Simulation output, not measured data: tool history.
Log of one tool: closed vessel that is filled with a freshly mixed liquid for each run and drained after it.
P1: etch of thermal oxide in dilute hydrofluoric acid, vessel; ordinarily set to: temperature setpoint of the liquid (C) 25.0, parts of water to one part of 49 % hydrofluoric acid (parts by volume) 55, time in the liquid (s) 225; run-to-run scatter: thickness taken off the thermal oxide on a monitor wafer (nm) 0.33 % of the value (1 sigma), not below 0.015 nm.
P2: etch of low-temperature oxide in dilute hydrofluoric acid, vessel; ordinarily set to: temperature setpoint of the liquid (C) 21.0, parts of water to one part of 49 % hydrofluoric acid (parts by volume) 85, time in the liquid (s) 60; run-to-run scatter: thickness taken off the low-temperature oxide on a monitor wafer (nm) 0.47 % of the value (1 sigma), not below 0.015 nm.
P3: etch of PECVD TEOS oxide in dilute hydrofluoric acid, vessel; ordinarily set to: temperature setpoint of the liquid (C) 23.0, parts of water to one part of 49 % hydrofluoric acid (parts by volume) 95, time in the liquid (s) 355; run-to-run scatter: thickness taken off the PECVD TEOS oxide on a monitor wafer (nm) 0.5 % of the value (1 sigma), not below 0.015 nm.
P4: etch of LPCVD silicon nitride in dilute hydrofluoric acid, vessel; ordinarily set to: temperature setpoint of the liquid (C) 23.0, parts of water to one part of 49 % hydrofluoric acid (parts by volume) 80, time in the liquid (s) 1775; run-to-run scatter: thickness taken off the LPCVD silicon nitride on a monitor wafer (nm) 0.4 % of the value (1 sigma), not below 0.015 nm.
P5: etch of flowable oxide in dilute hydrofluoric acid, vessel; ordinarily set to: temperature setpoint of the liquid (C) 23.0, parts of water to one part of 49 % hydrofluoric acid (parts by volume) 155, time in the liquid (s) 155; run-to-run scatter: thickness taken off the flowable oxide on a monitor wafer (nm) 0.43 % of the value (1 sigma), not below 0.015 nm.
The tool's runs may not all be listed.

run   hour  process that ran  temperature setpoint of the liquid (C)  parts of water to one part of 49 % hydrofluoric acid (parts by volume)  time in the liquid (s)  hours since the thermometer was replaced  hours since the hydrofluoric acid flow meter was replaced  thickness taken off the thermal oxide on a monitor wafer (nm)  thickness taken off the PECVD TEOS oxide on a monitor wafer (nm)  thickness taken off the LPCVD silicon nitride on a monitor wafer (nm)  thickness taken off the flowable oxide on a monitor wafer (nm)  thickness taken off the low-temperature oxide on a monitor wafer (nm)
  1    4.9                P1                                    25.0                                                                      55                     225                                     211.4                                                     1610.2                                                        21.5680
  2    7.2                P1                                    17.5                                                                      55                     225                                     213.7                                                     1612.5                                                        15.6380
  3   12.2                P1                                    25.0                                                                      55                     225                                     218.7                                                     1617.5                                                        21.4890
  4   16.5                P3                                    23.0                                                                      50                     355                                     223.0                                                     1621.8                                                                                                                          118.480
  5   19.0                P4                                    23.0                                                                      80                    1775                                     225.5                                                     1624.3                                                                                                                                                                                                  8.6479
  6   22.6                P1                                    25.0                                                                      55                      30                                     229.1                                                     1627.9                                                         2.8662
  7   27.6                P1                                    25.0                                                                      55                     225                                     234.1                                                     1632.9                                                        21.5670
  8   31.9                P1                                    25.0                                                                      20                     225                                     238.4                                                     1637.2                                                        61.7890
  9   35.2                P4                                    23.0                                                                      80                    3400                                     241.7                                                     1640.5                                                                                                                                                                                                 16.5930
 10   39.4                P3                                    23.0                                                                      95                     355                                     245.9                                                     1644.7                                                                                                                           59.116
 11   42.9                P1                                    25.0                                                                      95                     225                                     249.4                                                     1648.2                                                        11.8010
 12   45.1                P5                                    23.0                                                                     155                     245                                     251.6                                                     1650.4                                                                                                                                                                                                                                                                  44.486
 13   49.2                P2                                    25.0                                                                      85                      60                                     255.7                                                     1654.5                                                                                                                                                                                                                                                                                                                                         25.707
 14   53.5                P1                                    25.0                                                                      55                     225                                     260.0                                                     1658.8                                                        21.3530
 15   56.8                P1                                    25.0                                                                      55                     225                                     263.3                                                     1662.1                                                        21.5410
 16   59.2                P5                                    23.0                                                                      60                     155                                     265.7                                                     1664.5                                                                                                                                                                                                                                                                  81.651
 17   62.3                P1                                    25.0                                                                      55                     225                                     268.8                                                     1667.6                                                        21.4890
 18   66.4                P3                                    23.0                                                                      95                     630                                     272.9                                                     1671.7                                                                                                                          104.400
 19   69.3                P5                                    17.0                                                                     155                     155                                     275.8                                                     1674.6                                                                                                                                                                                                                                                                  22.160
 20   72.7                P2                                    21.0                                                                      85                      60                                     279.2                                                     1678.0                                                                                                                                                                                                                                                                                                                                         22.023
      72.9  -- thermometer replaced
 21   76.4                P3                                    17.0                                                                      95                     355                                       3.6                                                     1681.7                                                                                                                           46.098
 22   80.7                P2                                    21.0                                                                      85                      30                                       7.9                                                     1686.0                                                                                                                                                                                                                                                                                                                                         10.928
 23   83.2                P1                                    25.0                                                                      55                     415                                      10.4                                                     1688.5                                                        39.5120
 24   87.0                P4                                    23.0                                                                     130                    1775                                      14.2                                                     1692.3                                                                                                                                                                                                  5.3785
 25   91.8                P5                                    23.0                                                                     155                     155                                      19.0                                                     1697.1                                                                                                                                                                                                                                                                  28.138
 26   96.2                P2                                    21.0                                                                      85                      60                                      23.4                                                     1701.5                                                                                                                                                                                                                                                                                                                                         21.909
 27   99.4                P2                                    21.0                                                                     150                      60                                      26.6                                                     1704.7                                                                                                                                                                                                                                                                                                                                         11.638
 28  103.6                P5                                    23.0                                                                     155                     155                                      30.8                                                     1708.9                                                                                                                                                                                                                                                                  28.121
 29  108.0                P4                                    26.5                                                                      80                    1775                                      35.2                                                     1713.3                                                                                                                                                                                                 10.9030
 30  111.1                P1                                    25.0                                                                      55                     225                                      38.3                                                     1716.4                                                        21.5620
 31  113.7                P1                                    32.0                                                                      55                     225                                      40.9                                                     1719.0                                                        28.3200
 32  117.2                P3                                    23.0                                                                      95                     355                                      44.4                                                     1722.5                                                                                                                           59.199
 33  120.7                P1                                    32.5                                                                      25                     225                                      47.9                                                     1726.0                                                        66.5870
 34  123.8                P1                                    25.0                                                                      55                     225                                      51.0                                                     1729.1                                                        21.5900
 35  126.5                P1                                    25.0                                                                      55                     225                                      53.7                                                     1731.8                                                        21.9820
 36  130.2                P1                                    25.0                                                                      55                     225                                      57.4                                                     1735.5                                                        22.5850
 37  133.0                P1                                    25.0                                                                      55                     225                                      60.2                                                     1738.3                                                        22.8180
 38  136.3                P1                                    25.0                                                                      55                     225                                      63.5                                                     1741.6                                                        23.0840
 39  138.7                P1                                    25.0                                                                      55                     225                                      65.9                                                     1744.0                                                        23.1510
 40  142.4                P1                                    25.0                                                                      55                     225                                      69.6                                                     1747.7                                                        23.3240
 41  145.3                P1                                    25.0                                                                      55                     225                                      72.5                                                     1750.6                                                        23.4460
 42  150.2                P1                                    25.0                                                                      55                     225                                      77.4                                                     1755.5                                                        23.5420
 43  154.6                P1                                    25.0                                                                      55                     225                                      81.8                                                     1759.9                                                        23.6680
 44  159.6                P1                                    25.0                                                                      55                     225                                      86.8                                                     1764.9                                                        23.6080
 45  163.6                P1                                    25.0                                                                      55                     225                                      90.8                                                     1768.9                                                        23.6640

The output of P1 has drifted from where it used to be. Each of the 2 causes below, taken at the size shown beside it, accounts for the log equally well:
A: hydrofluoric acid flow above the setpoint (%) = 9.25
B: liquid hotter than its thermometer reads (K) = 2.36
At approximately hour 123.8, the process output began to creep.

Each of the 4 check runs below uses one wafer; its results are left as question marks. Which run tells the causes apart?
check 1  167.6                P2                                    24.5                                                                      85                      30                                                                                                                                                                                                                                                                                                                                                                                                                                                   ?
check 2  167.6                P3                                    17.0                                                                      60                     355                                                                                                                                                                                                                                     ?
check 3  167.6                P5                                    17.0                                                                      75                     155                                                                                                                                                                                                                                                                                                                                                                            ?
check 4  167.6                P4                                    23.0                                                                     105                    1775                                                                                                                                                                                                                                                                                                            ?

What each check would give under each cause:
  check                                                                 result    if A    if B
check 1  thickness taken off the low-temperature oxide on a monitor wafer (nm)  13.963  13.900
check 2       thickness taken off the PECVD TEOS oxide on a monitor wafer (nm)  83.121  83.699
check 3         thickness taken off the flowable oxide on a monitor wafer (nm)  54.779  55.037
check 4  thickness taken off the LPCVD silicon nitride on a monitor wafer (nm)  7.2402  7.7487
Smallest distance between any two causes, each pair judged by its most separating result, in per cent: check 1 0.46 %; check 2 0.69 %; check 3 0.47 %; check 4 6.79 %
The causes can be told apart only by check 4. The other checks would give nearly the same results under each of them.

Check 4 was carried out, with these results: thickness taken off the LPCVD silicon nitride on a monitor wafer (nm) 7.7670. Which of the listed causes is responsible?

It is B: liquid hotter than its thermometer reads (K).
